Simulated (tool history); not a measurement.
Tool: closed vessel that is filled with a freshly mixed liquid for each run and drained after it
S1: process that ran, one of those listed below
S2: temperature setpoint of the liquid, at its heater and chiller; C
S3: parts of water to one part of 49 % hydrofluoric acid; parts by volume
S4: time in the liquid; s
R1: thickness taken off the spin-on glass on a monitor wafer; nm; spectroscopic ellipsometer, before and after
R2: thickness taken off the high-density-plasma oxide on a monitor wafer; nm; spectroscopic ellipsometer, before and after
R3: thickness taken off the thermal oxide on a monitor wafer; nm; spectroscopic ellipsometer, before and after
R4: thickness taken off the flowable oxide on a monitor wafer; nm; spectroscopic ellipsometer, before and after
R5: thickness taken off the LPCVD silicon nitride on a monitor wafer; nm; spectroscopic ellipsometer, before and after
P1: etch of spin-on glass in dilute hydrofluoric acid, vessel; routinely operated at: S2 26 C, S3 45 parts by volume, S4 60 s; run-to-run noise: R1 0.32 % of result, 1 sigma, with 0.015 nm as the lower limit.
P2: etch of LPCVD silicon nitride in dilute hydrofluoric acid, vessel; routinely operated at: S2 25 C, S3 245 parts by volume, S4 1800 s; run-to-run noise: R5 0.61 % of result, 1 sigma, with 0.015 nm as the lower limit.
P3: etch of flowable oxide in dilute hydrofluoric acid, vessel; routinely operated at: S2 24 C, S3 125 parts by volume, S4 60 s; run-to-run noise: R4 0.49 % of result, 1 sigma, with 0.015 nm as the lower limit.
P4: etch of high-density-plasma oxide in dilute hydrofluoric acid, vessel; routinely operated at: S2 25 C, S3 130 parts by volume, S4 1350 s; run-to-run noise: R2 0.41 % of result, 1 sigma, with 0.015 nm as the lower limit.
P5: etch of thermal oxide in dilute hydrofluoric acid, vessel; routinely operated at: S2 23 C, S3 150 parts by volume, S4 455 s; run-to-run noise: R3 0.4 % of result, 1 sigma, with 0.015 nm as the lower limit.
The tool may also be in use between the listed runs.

run,hour,S1,S2,S3,S4,R1,R2,R3,R4,R5
1,4.7,P1,26,45,60,93.067,,,,
2,9.1,P1,22,30,60,120.8,,,,
3,13.4,P1,21,45,60,75.79,,,,
4,19,P4,17,130,1350,,38.585,,,
5,22.9,P4,25,130,2525,,99.821,,,
6,26.9,P1,26,20,60,218.08,,,,
7,31.3,P1,26,45,60,92.922,,,,
8,36.8,P1,30,45,60,109.14,,,,
9,40,P1,26,45,60,93.946,,,,
10,45.8,P5,17,150,455,,,11.036,,
11,51.9,P4,25,80,1350,,92.417,,,
12,55.8,P5,23,55,455,,,43.198,,
13,61.8,P1,26,45,105,162.98,,,,
14,64.9,P3,17.5,125,60,,,,13.603,
15,70.6,P1,26,45,60,93.153,,,,
16,73.6,P3,24,125,60,,,,17.379,
17,79.1,P3,24,30,60,,,,82.045,
18,85.4,P2,25,245,200,,,,,0.39637
19,90.3,P1,26,45,30,46.359,,,,
20,94,P5,23,150,240,,,7.4056,,
21,100.1,P1,26,65,60,62.649,,,,
22,105.2,P2,32,245,1800,,,,,5.5097
23,109.1,P5,23,150,455,,,14.098,,

Estimate the outcome of run 24 from the log above:
24,114.8,P1,26,45,60,?,,,,

Run 24 produced R1 93.158 nm.

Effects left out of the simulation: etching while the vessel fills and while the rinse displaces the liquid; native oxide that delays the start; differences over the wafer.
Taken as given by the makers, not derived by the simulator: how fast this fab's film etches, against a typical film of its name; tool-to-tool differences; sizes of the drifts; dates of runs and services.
